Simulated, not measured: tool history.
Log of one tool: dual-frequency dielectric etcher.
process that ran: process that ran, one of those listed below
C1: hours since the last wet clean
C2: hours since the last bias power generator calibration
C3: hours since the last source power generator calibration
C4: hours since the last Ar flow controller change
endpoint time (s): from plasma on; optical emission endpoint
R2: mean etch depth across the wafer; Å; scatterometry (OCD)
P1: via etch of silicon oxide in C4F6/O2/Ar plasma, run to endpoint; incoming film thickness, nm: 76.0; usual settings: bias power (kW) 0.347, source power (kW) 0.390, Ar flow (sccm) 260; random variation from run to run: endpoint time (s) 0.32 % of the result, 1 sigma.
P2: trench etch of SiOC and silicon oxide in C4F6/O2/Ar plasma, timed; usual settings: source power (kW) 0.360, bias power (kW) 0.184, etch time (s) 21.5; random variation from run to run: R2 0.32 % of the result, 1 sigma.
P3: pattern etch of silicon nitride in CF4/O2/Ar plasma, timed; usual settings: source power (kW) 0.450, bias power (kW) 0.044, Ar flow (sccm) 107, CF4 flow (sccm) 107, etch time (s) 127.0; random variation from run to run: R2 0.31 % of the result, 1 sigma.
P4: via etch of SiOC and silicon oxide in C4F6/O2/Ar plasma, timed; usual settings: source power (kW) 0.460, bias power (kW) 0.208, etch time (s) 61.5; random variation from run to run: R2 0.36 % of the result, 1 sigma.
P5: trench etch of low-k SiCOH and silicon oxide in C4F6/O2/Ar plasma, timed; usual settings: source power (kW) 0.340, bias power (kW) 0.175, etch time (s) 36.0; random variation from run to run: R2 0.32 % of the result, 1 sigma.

{"run": 1, "day": 0.333, "process that ran": "P1", "bias power (kW)": 0.347, "source power (kW)": 0.39, "Ar flow (sccm)": 260, "C1": 149.4, "C2": 1569.6, "C3": 1695.2, "C4": 650.3, "endpoint time (s)": 18.697}
{"run": 2, "day": 0.75, "process that ran": "P4", "bias power (kW)": 0.155, "source power (kW)": 0.46, "etch time (s)": 61.5, "C1": 159.4, "C2": 1579.6, "C3": 1705.2, "C4": 660.3, "R2": 701.32}
{"run": 3, "day": 1.167, "process that ran": "P5", "bias power (kW)": 0.175, "source power (kW)": 0.34, "etch time (s)": 20.0, "C1": 169.4, "C2": 1589.6, "C3": 1715.2, "C4": 670.3, "R2": 582.28}
{"run": 4, "day": 1.588, "process that ran": "P1", "bias power (kW)": 0.347, "source power (kW)": 0.39, "Ar flow (sccm)": 189, "C1": 179.5, "C2": 1599.7, "C3": 1725.3, "C4": 680.4, "endpoint time (s)": 18.166}
{"run": 5, "day": 1.95, "process that ran": "P3", "bias power (kW)": 0.044, "source power (kW)": 0.45, "Ar flow (sccm)": 107, "etch time (s)": 96.0, "CF4 flow (sccm)": 107, "C1": 188.2, "C2": 1608.4, "C3": 1734.0, "C4": 689.1, "R2": 1573.8}
{"run": 6, "day": 2.246, "process that ran": "P1", "bias power (kW)": 0.347, "source power (kW)": 0.24, "Ar flow (sccm)": 260, "C1": 195.3, "C2": 1615.5, "C3": 1741.1, "C4": 696.2, "endpoint time (s)": 22.371}
{"run": 7, "day": 2.708, "process that ran": "P2", "bias power (kW)": 0.125, "source power (kW)": 0.36, "etch time (s)": 21.5, "C1": 206.4, "C2": 1626.6, "C3": 1752.2, "C4": 707.3, "R2": 368.99}
{"run": 8, "day": 3.158, "process that ran": "P3", "bias power (kW)": 0.044, "source power (kW)": 0.35, "Ar flow (sccm)": 107, "etch time (s)": 127.0, "CF4 flow (sccm)": 107, "C1": 217.2, "C2": 1637.4, "C3": 1763.0, "C4": 718.1, "R2": 1674.1}
{"run": 9, "day": 3.588, "process that ran": "P3", "bias power (kW)": 0.044, "source power (kW)": 0.45, "Ar flow (sccm)": 107, "etch time (s)": 127.0, "CF4 flow (sccm)": 133, "C1": 227.5, "C2": 1647.7, "C3": 1773.3, "C4": 728.4, "R2": 2145.1}
{"run": 10, "day": 4.075, "process that ran": "P1", "bias power (kW)": 0.249, "source power (kW)": 0.39, "Ar flow (sccm)": 260, "C1": 239.2, "C2": 1659.4, "C3": 1785.0, "C4": 740.1, "endpoint time (s)": 20.96}
{"run": 11, "day": 4.479, "process that ran": "P1", "bias power (kW)": 0.347, "source power (kW)": 0.47, "Ar flow (sccm)": 316, "C1": 248.9, "C2": 1669.1, "C3": 1794.7, "C4": 749.8, "endpoint time (s)": 17.935}
{"run": 12, "day": 4.875, "process that ran": "P4", "bias power (kW)": 0.208, "source power (kW)": 0.46, "etch time (s)": 61.5, "C1": 258.4, "C2": 1678.6, "C3": 1804.2, "C4": 759.3, "R2": 767.08}
{"run": 13, "day": 5.104, "process that ran": "P3", "bias power (kW)": 0.055, "source power (kW)": 0.45, "Ar flow (sccm)": 107, "etch time (s)": 127.0, "CF4 flow (sccm)": 107, "C1": 263.9, "C2": 1684.1, "C3": 1809.7, "C4": 764.8, "R2": 2275.3}
{"run": 14, "day": 5.458, "process that ran": "P3", "bias power (kW)": 0.044, "source power (kW)": 0.45, "Ar flow (sccm)": 107, "etch time (s)": 127.0, "CF4 flow (sccm)": 107, "C1": 272.4, "C2": 1692.6, "C3": 1818.2, "C4": 773.3, "R2": 2083.6}
{"run": 15, "day": 5.804, "process that ran": "P1", "bias power (kW)": 0.347, "source power (kW)": 0.39, "Ar flow (sccm)": 260, "C1": 280.7, "C2": 1700.9, "C3": 1826.5, "C4": 781.6, "endpoint time (s)": 18.8}
{"run": 16, "day": 6.088, "process that ran": "P1", "bias power (kW)": 0.347, "source power (kW)": 0.39, "Ar flow (sccm)": 260, "C1": 287.5, "C2": 1707.7, "C3": 1833.3, "C4": 788.4, "endpoint time (s)": 18.742}
{"run": 17, "day": 6.571, "process that ran": "P5", "bias power (kW)": 0.218, "source power (kW)": 0.34, "etch time (s)": 36.0, "C1": 299.1, "C2": 1719.3, "C3": 1844.9, "C4": 800.0, "R2": 1128.2}
{"run": 18, "day": 6.975, "process that ran": "P4", "bias power (kW)": 0.208, "source power (kW)": 0.6, "etch time (s)": 61.5, "C1": 308.8, "C2": 1729.0, "C3": 1854.6, "C4": 809.7, "R2": 848.12}
{"run": 19, "day": 7.467, "process that ran": "P5", "bias power (kW)": 0.175, "source power (kW)": 0.46, "etch time (s)": 36.0, "C1": 320.6, "C2": 1740.8, "C3": 1866.4, "C4": 821.5, "R2": 1171.9}
{"run": 20, "day": 7.838, "process that ran": "P2", "bias power (kW)": 0.184, "source power (kW)": 0.36, "etch time (s)": 21.5, "C1": 329.5, "C2": 1749.7, "C3": 1875.3, "C4": 830.4, "R2": 416.2}
{"run": 21, "day": 8.204, "process that ran": "P1", "bias power (kW)": 0.347, "source power (kW)": 0.39, "Ar flow (sccm)": 359, "C1": 338.3, "C2": 1758.5, "C3": 1884.1, "C4": 839.2, "endpoint time (s)": 19.479}
{"run": 22, "day": 8.483, "process that ran": "P2", "bias power (kW)": 0.184, "source power (kW)": 0.26, "etch time (s)": 21.5, "C1": 345.0, "C2": 1765.2, "C3": 1890.8, "C4": 845.9, "R2": 367.21}
{"run": 23, "day": 8.879, "process that ran": "P1", "bias power (kW)": 0.347, "source power (kW)": 0.51, "Ar flow (sccm)": 260, "C1": 354.5, "C2": 1774.7, "C3": 1900.3, "C4": 855.4, "endpoint time (s)": 16.999}
{"run": 24, "day": 9.25, "process that ran": "P1", "bias power (kW)": 0.347, "source power (kW)": 0.39, "Ar flow (sccm)": 260, "C1": 363.4, "C2": 1783.6, "C3": 1909.2, "C4": 864.3, "endpoint time (s)": 18.722}
{"run": 25, "day": 9.604, "process that ran": "P5", "bias power (kW)": 0.175, "source power (kW)": 0.34, "etch time (s)": 36.0, "C1": 371.9, "C2": 1792.1, "C3": 1917.7, "C4": 872.8, "R2": 1051.5}
{"run": 26, "day": 10.021, "process that ran": "P4", "bias power (kW)": 0.208, "source power (kW)": 0.46, "etch time (s)": 61.5, "C1": 381.9, "C2": 1802.1, "C3": 1927.7, "C4": 882.8, "R2": 769.06}

Run 27 comes next. What will it give?
{"run": 27, "day": 10.467, "process that ran": "P1", "bias power (kW)": 0.474, "source power (kW)": 0.45, "Ar flow (sccm)": 260, "C1": 392.6, "C2": 1812.8, "C3": 1938.4, "C4": 893.5, "endpoint time (s)": "?"}

Run 27 gave endpoint time (s) 15.845.
